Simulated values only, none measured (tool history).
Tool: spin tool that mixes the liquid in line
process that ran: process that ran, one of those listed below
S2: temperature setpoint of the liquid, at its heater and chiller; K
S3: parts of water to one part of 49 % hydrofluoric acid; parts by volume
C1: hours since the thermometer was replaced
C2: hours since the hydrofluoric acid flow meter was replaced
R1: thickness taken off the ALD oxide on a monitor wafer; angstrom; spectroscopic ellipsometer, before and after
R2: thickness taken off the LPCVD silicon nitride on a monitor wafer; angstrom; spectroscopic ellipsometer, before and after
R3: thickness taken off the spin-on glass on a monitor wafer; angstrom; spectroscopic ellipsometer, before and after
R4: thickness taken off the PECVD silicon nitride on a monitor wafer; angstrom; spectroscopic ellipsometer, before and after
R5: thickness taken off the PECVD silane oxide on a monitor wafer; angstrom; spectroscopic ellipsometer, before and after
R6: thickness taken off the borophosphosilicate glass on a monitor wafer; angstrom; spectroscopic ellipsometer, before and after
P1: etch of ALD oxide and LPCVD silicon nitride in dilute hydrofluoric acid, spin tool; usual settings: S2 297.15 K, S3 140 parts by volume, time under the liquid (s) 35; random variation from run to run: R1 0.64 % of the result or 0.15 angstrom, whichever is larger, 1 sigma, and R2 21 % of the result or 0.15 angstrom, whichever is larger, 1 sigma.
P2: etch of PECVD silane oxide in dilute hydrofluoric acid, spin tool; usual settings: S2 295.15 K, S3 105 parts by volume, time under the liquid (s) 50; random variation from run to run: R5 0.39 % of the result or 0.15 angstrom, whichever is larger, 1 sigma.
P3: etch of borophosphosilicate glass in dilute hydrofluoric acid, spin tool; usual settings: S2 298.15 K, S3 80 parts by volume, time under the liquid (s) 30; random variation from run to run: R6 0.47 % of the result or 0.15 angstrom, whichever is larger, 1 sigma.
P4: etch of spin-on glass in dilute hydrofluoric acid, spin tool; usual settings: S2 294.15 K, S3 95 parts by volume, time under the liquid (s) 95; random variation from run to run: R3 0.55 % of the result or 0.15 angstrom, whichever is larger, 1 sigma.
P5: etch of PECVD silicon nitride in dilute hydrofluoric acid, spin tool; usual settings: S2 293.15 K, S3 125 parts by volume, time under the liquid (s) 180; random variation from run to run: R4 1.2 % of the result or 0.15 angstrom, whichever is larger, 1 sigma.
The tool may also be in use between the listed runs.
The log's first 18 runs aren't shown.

run 19 hour=87.6 | process_that_ran=P5 S2=290.15 S3=125 time_under_the_liquid_(s)=180 | C1=348 C2=928.8 | R4=16.016
run 20 hour=93.3 | process_that_ran=P3 S2=306.15 S3=80 time_under_the_liquid_(s)=30 | C1=353.7 C2=934.5 | R6=264.02
run 21 hour=100.4 | process_that_ran=P1 S2=297.15 S3=140 time_under_the_liquid_(s)=35 | C1=360.8 C2=941.6 | R1=45.329 R2=1.1709
run 22 hour=106.2 | process_that_ran=P2 S2=295.15 S3=105 time_under_the_liquid_(s)=15 | C1=366.6 C2=947.4 | R5=29.435
run 23 hour=111.4 | process_that_ran=P3 S2=298.15 S3=80 time_under_the_liquid_(s)=60 | C1=371.8 C2=952.6 | R6=385.44
run 24 hour=118.4 | process_that_ran=P1 S2=297.15 S3=140 time_under_the_liquid_(s)=35 | C1=378.8 C2=959.6 | R1=44.935 R2=1.3952
run 25 hour=124.5 | process_that_ran=P3 S2=298.15 S3=120 time_under_the_liquid_(s)=30 | C1=384.9 C2=965.7 | R6=122.89
run 26 hour=128.3 | process_that_ran=P1 S2=297.15 S3=140 time_under_the_liquid_(s)=35 | C1=388.7 C2=969.5 | R1=45.243 R2=1.1277
run 27 hour=133 | process_that_ran=P1 S2=301.65 S3=140 time_under_the_liquid_(s)=35 | C1=393.4 C2=974.2 | R1=53.545 R2=1.3489
run 28 hour=137.7 | process_that_ran=P2 S2=295.15 S3=105 time_under_the_liquid_(s)=50 | C1=398.1 C2=978.9 | R5=97.86
run 29 hour=142.2 | process_that_ran=P4 S2=294.15 S3=175 time_under_the_liquid_(s)=95 | C1=402.6 C2=983.4 | R3=163.45
run 30 hour=145.8 | process_that_ran=P4 S2=299.65 S3=95 time_under_the_liquid_(s)=95 | C1=406.2 C2=987 | R3=410.85
run 31 hour=151 | process_that_ran=P1 S2=290.15 S3=140 time_under_the_liquid_(s)=35 | C1=411.4 C2=992.2 | R1=34.327 R2=0.73287
run 32 hour=154.6 | process_that_ran=P1 S2=297.15 S3=140 time_under_the_liquid_(s)=35 | C1=415 C2=995.8 | R1=45.242 R2=1.7886
run 33 hour=160.2 | process_that_ran=P1 S2=297.15 S3=140 time_under_the_liquid_(s)=35 | C1=420.6 C2=1001.4 | R1=47.092 R2=1.0199
run 34 hour=166.7 | process_that_ran=P1 S2=297.15 S3=140 time_under_the_liquid_(s)=35 | C1=427.1 C2=1007.9 | R1=48.1 R2=1.3754
run 35 hour=169.9 | process_that_ran=P1 S2=297.15 S3=140 time_under_the_liquid_(s)=35 | C1=430.3 C2=1011.1 | R1=48.505 R2=1.3311

The next listed run, before its measurement:
run 36 hour=176.1 | process_that_ran=P1 S2=297.15 S3=140 time_under_the_liquid_(s)=35 | C1=436.5 C2=1017.3 | R1=? R2=?

R1: 48.545 angstrom
R2: 0.91825 angstrom
